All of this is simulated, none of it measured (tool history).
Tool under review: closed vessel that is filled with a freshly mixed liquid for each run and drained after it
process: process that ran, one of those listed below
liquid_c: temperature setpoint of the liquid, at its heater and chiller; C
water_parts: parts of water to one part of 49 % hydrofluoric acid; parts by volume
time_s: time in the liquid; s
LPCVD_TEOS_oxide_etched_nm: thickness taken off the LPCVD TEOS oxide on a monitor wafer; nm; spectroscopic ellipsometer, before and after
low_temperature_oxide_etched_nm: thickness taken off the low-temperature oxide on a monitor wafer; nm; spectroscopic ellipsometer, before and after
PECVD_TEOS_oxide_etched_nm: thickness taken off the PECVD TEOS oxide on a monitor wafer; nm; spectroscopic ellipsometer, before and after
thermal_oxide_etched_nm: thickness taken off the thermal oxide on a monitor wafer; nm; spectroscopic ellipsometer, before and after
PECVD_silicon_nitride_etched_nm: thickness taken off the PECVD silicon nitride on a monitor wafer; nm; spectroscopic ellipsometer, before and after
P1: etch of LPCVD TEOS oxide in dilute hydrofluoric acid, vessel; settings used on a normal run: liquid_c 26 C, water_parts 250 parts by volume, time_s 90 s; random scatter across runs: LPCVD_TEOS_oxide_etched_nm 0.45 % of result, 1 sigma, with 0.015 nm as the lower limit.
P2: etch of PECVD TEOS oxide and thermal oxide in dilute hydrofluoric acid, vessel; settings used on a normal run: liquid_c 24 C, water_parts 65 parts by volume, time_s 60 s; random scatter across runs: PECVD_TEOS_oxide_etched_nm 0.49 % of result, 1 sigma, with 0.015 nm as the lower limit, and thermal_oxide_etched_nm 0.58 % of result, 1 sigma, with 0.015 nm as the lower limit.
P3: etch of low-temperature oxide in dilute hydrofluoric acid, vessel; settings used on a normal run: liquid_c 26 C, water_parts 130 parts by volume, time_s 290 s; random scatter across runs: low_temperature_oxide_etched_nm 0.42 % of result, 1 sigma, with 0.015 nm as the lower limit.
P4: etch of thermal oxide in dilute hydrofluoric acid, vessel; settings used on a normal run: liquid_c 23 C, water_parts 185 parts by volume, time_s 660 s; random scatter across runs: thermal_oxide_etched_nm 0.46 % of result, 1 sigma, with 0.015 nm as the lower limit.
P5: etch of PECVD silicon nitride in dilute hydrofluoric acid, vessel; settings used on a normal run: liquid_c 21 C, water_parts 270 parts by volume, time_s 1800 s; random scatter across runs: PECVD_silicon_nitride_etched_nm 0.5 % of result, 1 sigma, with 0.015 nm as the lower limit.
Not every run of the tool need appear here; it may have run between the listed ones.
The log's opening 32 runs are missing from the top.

run   hour  process  liquid_c  water_parts  time_s  LPCVD_TEOS_oxide_etched_nm  low_temperature_oxide_etched_nm  PECVD_TEOS_oxide_etched_nm  thermal_oxide_etched_nm  PECVD_silicon_nitride_etched_nm
 33    205       P1        26          250      90                      5.2593
 34  212.4       P1        26          250      90                      5.1971
 35  219.6       P1        26          250      90                      5.1283
 36    225       P1        26          250      90                      5.1202
 37  230.1       P1        26          250      90                      5.0211
 38  237.1       P1        26          250      90                      4.9667
 39  244.1       P1        26          250      90                      5.0003
 40  250.1       P1        26          250      90                      5.0273
 41    254       P1        26          250      90                      5.0202
 42  259.3       P1        26          250      90                      5.0061

What does the tool deliver on the next run?
 43  266.9       P1        26          250      90                           ?

{"run 43": {"LPCVD_TEOS_oxide_etched_nm": 4.9865}}

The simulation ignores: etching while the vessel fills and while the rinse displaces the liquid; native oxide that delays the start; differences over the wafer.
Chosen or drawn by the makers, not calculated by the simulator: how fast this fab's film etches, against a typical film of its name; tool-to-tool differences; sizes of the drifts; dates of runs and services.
